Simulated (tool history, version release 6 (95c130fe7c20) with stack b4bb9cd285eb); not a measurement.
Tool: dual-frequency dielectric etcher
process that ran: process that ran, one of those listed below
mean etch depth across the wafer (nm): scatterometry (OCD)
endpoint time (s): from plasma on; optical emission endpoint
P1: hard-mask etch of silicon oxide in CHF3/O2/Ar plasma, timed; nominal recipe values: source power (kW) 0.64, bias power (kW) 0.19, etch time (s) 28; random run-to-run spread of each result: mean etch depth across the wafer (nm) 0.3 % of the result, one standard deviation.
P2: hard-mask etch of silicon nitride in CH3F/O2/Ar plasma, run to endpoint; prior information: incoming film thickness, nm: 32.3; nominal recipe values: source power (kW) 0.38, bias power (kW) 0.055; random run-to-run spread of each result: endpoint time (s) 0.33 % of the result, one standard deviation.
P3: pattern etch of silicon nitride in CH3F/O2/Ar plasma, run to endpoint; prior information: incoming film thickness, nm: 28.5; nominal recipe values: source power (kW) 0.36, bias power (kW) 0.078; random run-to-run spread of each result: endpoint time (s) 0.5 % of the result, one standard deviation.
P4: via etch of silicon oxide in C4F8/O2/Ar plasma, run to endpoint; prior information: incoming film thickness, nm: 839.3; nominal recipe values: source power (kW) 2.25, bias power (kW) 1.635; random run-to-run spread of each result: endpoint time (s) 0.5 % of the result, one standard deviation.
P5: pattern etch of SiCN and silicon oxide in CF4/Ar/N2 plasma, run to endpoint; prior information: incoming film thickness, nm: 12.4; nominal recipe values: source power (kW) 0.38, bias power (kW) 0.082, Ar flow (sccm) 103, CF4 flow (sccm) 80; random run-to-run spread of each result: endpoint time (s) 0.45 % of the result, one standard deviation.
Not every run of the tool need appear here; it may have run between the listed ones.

| run | hour | process that ran | source power (kW) | bias power (kW) | etch time (s) | Ar flow (sccm) | CF4 flow (sccm) | hours since the last wet clean | hours since the last source power generator calibration | hours since the last bias power generator calibration | mean etch depth across the wafer (nm) | endpoint time (s) |
|---|---|---|---|---|---|---|---|---|---|---|---|---|
| 1 | 6.8 | P1 | 0.64 | 0.19 | 28 |  |  | 174.5 | 597.2 | 2521.5 | 58.651 |  |
| 2 | 12.6 | P3 | 0.36 | 0.078 |  |  |  | 180.3 | 603 | 2527.3 |  | 42.337 |
| 3 | 16.5 | P2 | 0.38 | 0.043 |  |  |  | 184.2 | 606.9 | 2531.2 |  | 57.411 |
| 4 | 22.4 | P1 | 0.64 | 0.19 | 34.5 |  |  | 190.1 | 612.8 | 2537.1 | 72.094 |  |
| 5 | 27.3 | P1 | 0.64 | 0.252 | 28 |  |  | 195 | 617.7 | 2542 | 64.747 |  |
| 6 | 33.7 | P1 | 0.64 | 0.19 | 28 |  |  | 201.4 | 624.1 | 2548.4 | 58.643 |  |
| 7 | 39 | P5 | 0.38 | 0.065 |  | 103 | 80 | 206.7 | 629.4 | 2553.7 |  | 16.797 |
| 8 | 46.2 | P5 | 0.52 | 0.082 |  | 103 | 80 | 213.9 | 636.6 | 2560.9 |  | 11.774 |
| 9 | 51.4 | P5 | 0.38 | 0.082 |  | 103 | 51 | 219.1 | 641.8 | 2566.1 |  | 16.626 |
| 10 | 58.4 | P1 | 0.64 | 0.19 | 15.5 |  |  | 226.1 | 648.8 | 2573.1 | 32.443 |  |
| 11 | 62.2 | P5 | 0.38 | 0.082 |  | 103 | 80 | 229.9 | 652.6 | 2576.9 |  | 15.467 |
| 12 | 68.7 | P2 | 0.25 | 0.055 |  |  |  | 236.4 | 659.1 | 2583.4 |  | 62.482 |
| 13 | 75.2 | P1 | 0.45 | 0.19 | 28 |  |  | 242.9 | 665.6 | 2589.9 | 50.87 |  |
| 14 | 80 | P1 | 0.64 | 0.19 | 28 |  |  | 247.7 | 670.4 | 2594.7 | 58.726 |  |
| 15 | 86 | P5 | 0.38 | 0.082 |  | 84 | 80 | 253.7 | 676.4 | 2600.7 |  | 15.114 |
| 16 | 89.7 | P2 | 0.38 | 0.055 |  |  |  | 257.4 | 680.1 | 2604.4 |  | 53.105 |
| 17 | 97.8 | P1 | 0.39 | 0.19 | 15.5 |  |  | 265.5 | 688.2 | 2612.5 | 26.875 |  |
| 18 | 105.3 | P2 | 0.38 | 0.055 |  |  |  | 273 | 695.7 | 2620 |  | 53.171 |
| 19 | 109.1 | P1 | 0.64 | 0.19 | 28 |  |  | 276.8 | 699.5 | 2623.8 | 58.701 |  |
| 20 | 114.8 | P3 | 0.36 | 0.046 |  |  |  | 282.5 | 705.2 | 2629.5 |  | 50.427 |
| 21 | 119.2 | P1 | 0.64 | 0.19 | 28 |  |  | 286.9 | 709.6 | 2633.9 | 58.77 |  |
| 22 | 126.6 | P3 | 0.36 | 0.078 |  |  |  | 294.3 | 717 | 2641.3 |  | 42.064 |
| 23 | 132.2 | P5 | 0.38 | 0.082 |  | 103 | 80 | 299.9 | 722.6 | 2646.9 |  | 15.441 |
| 24 | 139 | P4 | 2.25 | 1.061 |  |  |  | 306.7 | 729.4 | 2653.7 |  | 186.43 |
| 25 | 147.2 | P4 | 2.25 | 1.635 |  |  |  | 314.9 | 737.6 | 2661.9 |  | 166.16 |
| 26 | 154.3 | P4 | 3.18 | 1.635 |  |  |  | 322 | 744.7 | 2669 |  | 144.04 |
| 27 | 158.6 | P1 | 0.83 | 0.19 | 28 |  |  | 326.3 | 749 | 2673.3 | 64.697 |  |
| 28 | 165.9 | P3 | 0.45 | 0.078 |  |  |  | 333.6 | 756.3 | 2680.6 |  | 38.858 |
| 29 | 174 | P1 | 0.64 | 0.11 | 28 |  |  | 341.7 | 764.4 | 2688.7 | 49.179 |  |

Estimate the outcome of run 30 from the log above:
| 30 | 180.9 | P4 | 2.25 | 1.635 |  |  |  | 348.6 | 771.3 | 2695.6 |  | ? |

endpoint time (s): 167.19
